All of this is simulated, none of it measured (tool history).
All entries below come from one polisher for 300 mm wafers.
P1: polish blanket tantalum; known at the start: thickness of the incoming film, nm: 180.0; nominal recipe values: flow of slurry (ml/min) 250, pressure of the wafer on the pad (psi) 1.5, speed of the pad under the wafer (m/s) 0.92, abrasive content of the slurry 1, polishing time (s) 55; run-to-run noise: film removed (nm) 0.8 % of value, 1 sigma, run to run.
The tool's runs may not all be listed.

| run | hour | flow of slurry (ml/min) | pressure of the wafer on the pad (psi) | speed of the pad under the wafer (m/s) | abrasive content of the slurry | polishing time (s) | film removed (nm) |
|---|---|---|---|---|---|---|---|
| 1 | 2.2 | 250 | 1.5 | 0.92 | 1 | 55 | 60.472 |
| 2 | 6.5 | 250 | 1.5 | 0.56 | 1 | 55 | 36.498 |
| 3 | 8.8 | 250 | 1.5 | 0.92 | 1 | 55 | 59.988 |
| 4 | 12.3 | 250 | 1.5 | 0.92 | 1 | 55 | 59.935 |
| 5 | 15.7 | 250 | 1.5 | 0.92 | 1 | 83 | 90.9 |
| 6 | 17.8 | 250 | 2.3 | 0.92 | 1 | 55 | 91.95 |
| 7 | 22.2 | 250 | 0.7 | 0.92 | 1 | 77 | 39.381 |
| 8 | 26.5 | 250 | 1.5 | 1.34 | 1 | 55 | 87.794 |
| 9 | 30.5 | 250 | 0.9 | 0.92 | 1 | 55 | 35.687 |
| 10 | 33.1 | 250 | 1.5 | 0.92 | 1 | 55 | 59.692 |
| 11 | 36.6 | 250 | 1.5 | 0.92 | 1.3 | 55 | 63.696 |
| 12 | 41 | 250 | 1.5 | 0.92 | 0.55 | 55 | 48.894 |
| 13 | 43.8 | 250 | 1.5 | 0.92 | 1 | 55 | 60.639 |
| 14 | 47.5 | 180 | 1.5 | 0.92 | 1 | 55 | 58.236 |
| 15 | 50.6 | 250 | 2 | 0.58 | 1 | 55 | 49.891 |
| 16 | 53.7 | 320 | 1.5 | 0.92 | 1 | 55 | 61.086 |
| 17 | 56.5 | 250 | 1.5 | 0.92 | 1 | 55 | 60.143 |
|  | 57.3 | head pressure recalibrated |
| 18 | 59 | 380 | 1.5 | 0.68 | 1 | 55 | 46.203 |
| 19 | 62.1 | 250 | 1.5 | 0.92 | 1 | 27 | 29.496 |
| 20 | 65.8 | 250 | 1.5 | 0.92 | 1 | 55 | 60.344 |
| 21 | 67.8 | 250 | 1.5 | 0.92 | 1 | 55 | 59.155 |
| 22 | 71.4 | 250 | 1.5 | 0.92 | 1 | 55 | 56.277 |
| 23 | 73.8 | 250 | 1.5 | 0.92 | 1 | 55 | 56.014 |
| 24 | 76.2 | 250 | 1.5 | 0.92 | 1 | 55 | 55.613 |
| 25 | 80.8 | 250 | 1.5 | 0.92 | 1 | 55 | 55.444 |
|  | 84.3 | slurry nozzle cleaned |
| 26 | 84.8 | 250 | 1.5 | 0.92 | 1 | 55 | 55.458 |
| 27 | 86.9 | 250 | 1.5 | 0.92 | 1 | 55 | 54.67 |
|  | 89.6 | worn pad replaced by a new one |
| 28 | 89.9 | 250 | 1.5 | 0.92 | 1 | 55 | 55.369 |
| 29 | 93.5 | 250 | 1.5 | 0.92 | 1 | 55 | 54.891 |
| 30 | 97.7 | 250 | 1.5 | 0.92 | 1 | 55 | 54.632 |
| 31 | 100.9 | 250 | 1.5 | 0.92 | 1 | 55 | 54.707 |

Something has made what P1 gives creep away from where it was; the 2 causes below, each at its own stated size, fit the log equally well:
A: abrasive missing from the slurry, % = 25
B: head's pressure below its setpoint, % = 8.7
Creep in the process output first set in at about hour 65.8.
Excluded causes, each with its reason:
removal rate lost through wear of the pad, %: serviced at hour 89.6, after the drift had started, without restoring the earlier output
slurry flow missing at the pad, %: serviced at hour 84.3, after the drift had started, without restoring the earlier output

4 check runs are offered, each on 3 wafers whose results are averaged, their results left as question marks. Which one tells the causes apart?
| check 1 | 104.1 | 250 | 1.5 | 1.2 | 1 | 55 | ? |
| check 2 | 104.1 | 310 | 2.2 | 0.92 | 1 | 55 | ? |
| check 3 | 104.1 | 250 | 2 | 0.92 | 1 | 55 | ? |
| check 4 | 104.1 | 250 | 1.5 | 0.92 | 0.6 | 55 | ? |

If the cause were each of the candidates in turn, the checks would give the following:
| check | result | if A | if B |
|---|---|---|---|
| check 1 | film removed (nm) | 71.592 | 71.588 |
| check 2 | film removed (nm) | 82.186 | 82.182 |
| check 3 | film removed (nm) | 73.183 | 73.179 |
| check 4 | film removed (nm) | 44.555 | 46.103 |
How far apart the two closest causes lie, in the result that separates them most: check 1 0 %; check 2 0 %; check 3 0 %; check 4 3.41 %
Only in check 4 would the causes give clearly different results; in the remaining checks their results would be nearly the same.

After running check 4, the following was obtained: film removed (nm) 46.124. Which cause does this point to?

The correct cause is B, namely: head's pressure below its setpoint, %.
